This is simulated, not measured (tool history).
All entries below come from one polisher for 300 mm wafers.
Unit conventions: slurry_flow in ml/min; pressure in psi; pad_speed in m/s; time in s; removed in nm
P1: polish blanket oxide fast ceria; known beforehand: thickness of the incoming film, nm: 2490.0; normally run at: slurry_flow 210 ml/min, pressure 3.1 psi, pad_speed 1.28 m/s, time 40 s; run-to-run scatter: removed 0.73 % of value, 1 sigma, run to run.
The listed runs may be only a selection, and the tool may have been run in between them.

run   hour  slurry_flow  pressure  pad_speed  time  wafers polished on this pad  hours since the slurry nozzle was cleaned  hours since the head pressure was calibrated  removed
  1     12          210       3.1       1.28    40                          693                                      331.7                                         215.6   742.15
  2     19          210       3.1          2    40                          792                                      338.7                                         222.6   1154.4
  3   26.7          210       4.3       1.28    40                          900                                      346.4                                         230.3   1036.8
  4   33.2          210       3.1       1.28    40                          992                                      352.9                                         236.8    749.6
  5   42.5          210       3.1       1.28    40                         1123                                      362.2                                         246.1   737.22
  6   52.3          210       3.1       1.28    40                         1262                                        372                                         255.9   754.45
  7   60.6          210       3.1       1.28    40                         1379                                      380.3                                         264.2   738.25
  8   66.5          125       3.1       1.28    40                         1462                                      386.2                                         270.1   688.23
      67.5  -- worn pad replaced by a new one
  9     72          210       1.4       1.28    40                           63                                      391.7                                         275.6   336.24
 10   83.4          210         2       1.28    21                          224                                      403.1                                           287   252.21
 11   91.3          210       3.1       1.28    58                          336                                        411                                         294.9   1067.2
 12  100.5          295       3.1       1.28    40                          466                                      420.2                                         304.1   761.07
 13  112.9          210       3.1       1.28    40                          641                                      432.6                                         316.5   733.23
     114.4  -- slurry nozzle cleaned
 14  124.2          210       3.1       1.28    20                          800                                        9.8                                         327.8   374.74
 15  135.9          210       3.1       1.28    40                          966                                       21.5                                         339.5   741.38
 16    142          300       3.1       1.28    56                         1052                                       27.6                                         345.6   1087.7
 17  150.2          210       3.1       0.58    40                         1168                                       35.8                                         353.8   338.57
 18  159.8          210       3.1       1.28    40                         1303                                       45.4                                         363.4   738.35
 19  166.8          210       3.1       1.28    40                         1402                                       52.4                                         370.4   734.31
 20  176.6          210       3.1       1.28    40                         1540                                       62.2                                         380.2   716.63
 21  185.5          210       3.1       1.28    40                         1666                                       71.1                                         389.1   705.74

What does the tool deliver on the next run?
 22  191.8          210       3.1       1.28    40                         1755                                       77.4                                         395.4        ?

Run 22 yielded removed 692.99 nm.
